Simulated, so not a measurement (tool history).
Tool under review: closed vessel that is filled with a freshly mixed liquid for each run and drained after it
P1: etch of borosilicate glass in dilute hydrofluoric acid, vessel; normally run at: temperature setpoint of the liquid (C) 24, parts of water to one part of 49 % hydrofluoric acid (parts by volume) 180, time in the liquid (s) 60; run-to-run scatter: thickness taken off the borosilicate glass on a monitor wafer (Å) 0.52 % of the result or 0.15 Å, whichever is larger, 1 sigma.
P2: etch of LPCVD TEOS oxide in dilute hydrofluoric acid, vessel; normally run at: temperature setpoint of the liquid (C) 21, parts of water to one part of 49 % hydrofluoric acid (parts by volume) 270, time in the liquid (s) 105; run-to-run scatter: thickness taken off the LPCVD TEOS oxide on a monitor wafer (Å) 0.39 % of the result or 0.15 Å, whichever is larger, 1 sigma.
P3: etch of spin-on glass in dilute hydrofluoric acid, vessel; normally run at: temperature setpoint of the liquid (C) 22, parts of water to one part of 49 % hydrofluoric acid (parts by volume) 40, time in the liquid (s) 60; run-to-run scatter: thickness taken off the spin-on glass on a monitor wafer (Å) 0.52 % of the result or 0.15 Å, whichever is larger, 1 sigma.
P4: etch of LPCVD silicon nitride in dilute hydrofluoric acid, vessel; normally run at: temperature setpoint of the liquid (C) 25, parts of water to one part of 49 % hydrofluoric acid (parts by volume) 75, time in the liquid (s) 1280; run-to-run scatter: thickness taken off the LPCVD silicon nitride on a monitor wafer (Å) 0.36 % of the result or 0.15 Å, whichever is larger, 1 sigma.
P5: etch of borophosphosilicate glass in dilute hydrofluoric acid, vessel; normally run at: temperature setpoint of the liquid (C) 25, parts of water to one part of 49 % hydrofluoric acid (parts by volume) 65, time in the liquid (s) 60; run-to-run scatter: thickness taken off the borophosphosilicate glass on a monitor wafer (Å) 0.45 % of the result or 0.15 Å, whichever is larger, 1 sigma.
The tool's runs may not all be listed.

run     day  process that ran  temperature setpoint of the liquid (C)  parts of water to one part of 49 % hydrofluoric acid (parts by volume)  time in the liquid (s)  thickness taken off the borosilicate glass on a monitor wafer (Å)  thickness taken off the LPCVD silicon nitride on a monitor wafer (Å)  thickness taken off the LPCVD TEOS oxide on a monitor wafer (Å)  thickness taken off the borophosphosilicate glass on a monitor wafer (Å)  thickness taken off the spin-on glass on a monitor wafer (Å)
  1   0.562                P1                                      24                                                                     180                      60                                                             146.54
  2   1.154                P4                                      25                                                                      75                    1280                                                                                                                                   101.62
  3   1.596                P2                                      21                                                                     270                     105                                                                                                                                                                                                    142.94
  4   1.975                P4                                      25                                                                      75                     380                                                                                                                                   30.229
  5   2.308                P1                                      24                                                                     180                     115                                                             284.41
  6   2.688                P5                                      25                                                                      65                      60                                                                                                                                                                                                                                                                              603.68
  7   3.267                P1                                      24                                                                     285                      60                                                             83.716
  8   3.892                P5                                      25                                                                      65                     100                                                                                                                                                                                                                                                                              1001.5
  9   4.279                P2                                      21                                                                     270                     200                                                                                                                                                                                                    273.79
 10   4.642                P1                                      24                                                                     180                      60                                                             148.15
 11    5.15                P2                                      21                                                                     270                     105                                                                                                                                                                                                    143.39
 12   5.442                P4                                      25                                                                     130                    1280                                                                                                                                   59.191
 13   6.038                P2                                      21                                                                      90                     105                                                                                                                                                                                                    515.15
 14   6.504                P1                                    28.5                                                                     180                      60                                                              174.4
 15   6.904                P1                                      24                                                                      40                      60                                                             788.44
 16   7.229                P3                                      22                                                                      70                      60                                                                                                                                                                                                                                                                                                                                            495.16
 17   7.721                P3                                      30                                                                      40                      60                                                                                                                                                                                                                                                                                                                                            1237.5
 18   8.092                P5                                      25                                                                      25                      60                                                                                                                                                                                                                                                                              1662.8
 19   8.454                P5                                      25                                                                      65                      60                                                                                                                                                                                                                                                                              600.45
 20   8.888                P3                                      22                                                                      40                      60                                                                                                                                                                                                                                                                                                                                            892.33
 21   9.221                P4                                      25                                                                      75                    1280                                                                                                                                    101.3
 22   9.825                P1                                      17                                                                     180                     100                                                             186.59
 23  10.192                P1                                      24                                                                     180                      60                                                             148.16
 24  10.679                P4                                    29.5                                                                      75                    1280                                                                                                                                   135.37
 25  11.233                P3                                      22                                                                      40                     115                                                                                                                                                                                                                                                                                                                                            1709.5
 26  11.688                P1                                      24                                                                     100                      85                                                             408.98
 27  12.142                P1                                      19                                                                     180                      60                                                             121.08
 28  12.446                P1                                      24                                                                     180                      30                                                             73.123
 29  12.862                P1                                      24                                                                     180                      60                                                             148.48
 30   13.25                P1                                      24                                                                     180                      60                                                              147.5
 31  13.742                P5                                      33                                                                      65                      60                                                                                                                                                                                                                                                                              823.78
 32  14.188                P2                                      27                                                                     270                     105                                                                                                                                                                                                     176.7
 33  14.704                P1                                      24                                                                     180                      60                                                             147.43
 34  14.979                P1                                      24                                                                     180                      60                                                             148.96
 35  15.312                P1                                      24                                                                     180                      60                                                             152.03
 36  15.621                P1                                      24                                                                     180                      60                                                             153.53
 37  16.238                P1                                      24                                                                     180                      60                                                             154.08
 38  16.596                P1                                      24                                                                     180                      60                                                             154.94
 39  17.225                P1                                      24                                                                     180                      60                                                             156.52
 40  17.771                P1                                      24                                                                     180                      60                                                             157.61
 41  18.379                P1                                      24                                                                     180                      60                                                             156.83
 42  18.788                P1                                      24                                                                     180                      60                                                             158.05
 43  19.079                P1                                      24                                                                     180                      60                                                             157.97

P1 has crept away from where it was. The log is fitted equally well by each of these 2 causes, at the sizes shown:
A: liquid hotter than its thermometer reads (K) = 1.78
B: hydrofluoric acid flow above the setpoint (%) = 5.66
The onset of the drift is placed at about day 14.704.

Each of the 4 check runs below uses one wafer; its results are left as question marks. Which run tells the causes apart?
check 1  19.371                P5                                    32.5                                                                      65                      95                                                                                                                                                                                                                                                                                   ?
check 2  19.371                P4                                      25                                                                     115                    1280                                                                                                                                        ?
check 3  19.371                P3                                      30                                                                      40                     115                                                                                                                                                                                                                                                                                                                                                 ?
check 4  19.371                P2                                      21                                                                     270                     185                                                                                                                                                                                                         ?

Expected result of each check under each candidate cause:
  check                                                                    result    if A    if B
check 1  thickness taken off the borophosphosilicate glass on a monitor wafer (Å)  1372.8  1364.1
check 2      thickness taken off the LPCVD silicon nitride on a monitor wafer (Å)  74.733   70.37
check 3              thickness taken off the spin-on glass on a monitor wafer (Å)  2557.6  2527.8
check 4           thickness taken off the LPCVD TEOS oxide on a monitor wafer (Å)  269.29   270.4
Gap, in per cent, between the two causes that each check separates least, read from the result that separates them most: check 1 0.63 %; check 2 6.01 %; check 3 1.17 %; check 4 0.41 %
The other checks would show nearly matching results whichever cause is true, so check 2 is the only one that separates the causes.

Check 2 has now been run. It gave: thickness taken off the LPCVD silicon nitride on a monitor wafer (Å) 74.686. Which of the candidate causes is it?

Of the candidate causes, it is A: liquid hotter than its thermometer reads (K).

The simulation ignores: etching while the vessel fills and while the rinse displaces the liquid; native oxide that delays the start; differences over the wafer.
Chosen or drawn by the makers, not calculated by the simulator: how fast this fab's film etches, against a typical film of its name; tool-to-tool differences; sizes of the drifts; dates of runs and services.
